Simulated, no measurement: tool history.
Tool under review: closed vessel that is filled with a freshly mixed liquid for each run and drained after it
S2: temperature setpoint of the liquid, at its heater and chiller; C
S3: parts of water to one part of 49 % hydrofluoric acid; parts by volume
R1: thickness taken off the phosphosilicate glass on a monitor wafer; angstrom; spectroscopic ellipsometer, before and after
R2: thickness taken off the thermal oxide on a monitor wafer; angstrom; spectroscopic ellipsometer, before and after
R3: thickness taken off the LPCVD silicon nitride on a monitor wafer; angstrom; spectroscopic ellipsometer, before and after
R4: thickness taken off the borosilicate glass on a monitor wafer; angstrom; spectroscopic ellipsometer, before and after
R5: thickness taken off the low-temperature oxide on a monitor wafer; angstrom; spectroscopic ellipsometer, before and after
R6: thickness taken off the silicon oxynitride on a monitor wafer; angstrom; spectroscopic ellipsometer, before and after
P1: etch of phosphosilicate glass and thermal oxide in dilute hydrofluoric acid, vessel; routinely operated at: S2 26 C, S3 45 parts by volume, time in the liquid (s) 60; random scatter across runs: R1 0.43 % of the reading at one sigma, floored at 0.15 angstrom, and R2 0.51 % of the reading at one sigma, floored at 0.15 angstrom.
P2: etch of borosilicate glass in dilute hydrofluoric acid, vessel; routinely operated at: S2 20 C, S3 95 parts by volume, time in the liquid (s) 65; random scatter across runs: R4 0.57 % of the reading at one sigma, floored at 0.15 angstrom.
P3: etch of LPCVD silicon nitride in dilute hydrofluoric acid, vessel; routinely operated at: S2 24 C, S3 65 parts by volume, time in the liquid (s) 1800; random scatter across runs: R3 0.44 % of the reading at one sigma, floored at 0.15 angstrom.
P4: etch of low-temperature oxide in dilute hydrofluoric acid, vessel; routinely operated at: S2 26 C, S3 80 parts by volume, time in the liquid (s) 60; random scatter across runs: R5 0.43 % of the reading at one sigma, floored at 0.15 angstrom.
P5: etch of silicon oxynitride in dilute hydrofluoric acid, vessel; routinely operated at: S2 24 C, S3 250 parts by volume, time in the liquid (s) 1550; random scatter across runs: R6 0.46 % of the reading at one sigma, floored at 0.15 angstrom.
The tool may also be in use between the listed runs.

run 1 hour=11.7 | process_that_ran=P1 S2=26 S3=45 time_in_the_liquid_(s)=60 | R1=1414.1 R2=73.828
run 2 hour=22.3 | process_that_ran=P3 S2=24 S3=65 time_in_the_liquid_(s)=3500 | R3=281.56
run 3 hour=30.4 | process_that_ran=P2 S2=24.5 S3=95 time_in_the_liquid_(s)=65 | R4=176.93
run 4 hour=37.7 | process_that_ran=P1 S2=26 S3=45 time_in_the_liquid_(s)=30 | R1=706.98 R2=36.571
run 5 hour=47.9 | process_that_ran=P1 S2=26 S3=45 time_in_the_liquid_(s)=60 | R1=1411.8 R2=73.283
run 6 hour=58.9 | process_that_ran=P1 S2=26 S3=45 time_in_the_liquid_(s)=60 | R1=1415.6 R2=73.531
run 7 hour=73.6 | process_that_ran=P1 S2=26 S3=45 time_in_the_liquid_(s)=60 | R1=1411.9 R2=73.02
run 8 hour=85.6 | process_that_ran=P4 S2=26 S3=80 time_in_the_liquid_(s)=30 | R5=86.426
run 9 hour=94 | process_that_ran=P1 S2=26 S3=45 time_in_the_liquid_(s)=85 | R1=1996.4 R2=103.24
run 10 hour=108.1 | process_that_ran=P1 S2=32 S3=25 time_in_the_liquid_(s)=60 | R1=3342.2 R2=172.01
run 11 hour=119.5 | process_that_ran=P1 S2=26 S3=45 time_in_the_liquid_(s)=60 | R1=1422.6 R2=73.095
run 12 hour=133.8 | process_that_ran=P3 S2=24 S3=65 time_in_the_liquid_(s)=1800 | R3=144.94
run 13 hour=141.1 | process_that_ran=P5 S2=24 S3=250 time_in_the_liquid_(s)=2425 | R6=123.58
run 14 hour=151.1 | process_that_ran=P1 S2=26 S3=45 time_in_the_liquid_(s)=60 | R1=1423.6 R2=74.002
run 15 hour=158.9 | process_that_ran=P2 S2=20 S3=95 time_in_the_liquid_(s)=120 | R4=271.41
run 16 hour=166.6 | process_that_ran=P2 S2=20 S3=95 time_in_the_liquid_(s)=65 | R4=147.62
run 17 hour=180.2 | process_that_ran=P1 S2=21.5 S3=45 time_in_the_liquid_(s)=105 | R1=2063.6 R2=106.03
run 18 hour=189.6 | process_that_ran=P2 S2=20 S3=95 time_in_the_liquid_(s)=65 | R4=146.57
run 19 hour=204.1 | process_that_ran=P4 S2=19.5 S3=80 time_in_the_liquid_(s)=60 | R5=133.11
run 20 hour=211.1 | process_that_ran=P4 S2=26 S3=40 time_in_the_liquid_(s)=60 | R5=365.45
run 21 hour=220.7 | process_that_ran=P5 S2=17 S3=250 time_in_the_liquid_(s)=1550 | R6=58.402
run 22 hour=230 | process_that_ran=P1 S2=26 S3=45 time_in_the_liquid_(s)=60 | R1=1423.7 R2=73.337
run 23 hour=242.6 | process_that_ran=P3 S2=24 S3=90 time_in_the_liquid_(s)=1800 | R3=104.18

Expected results for the next run?
run 24 hour=252.2 | process_that_ran=P1 S2=26 S3=75 time_in_the_liquid_(s)=60 | R1=? R2=?

{"run 24": {"R1": 812.67, "R2": 41.923}}
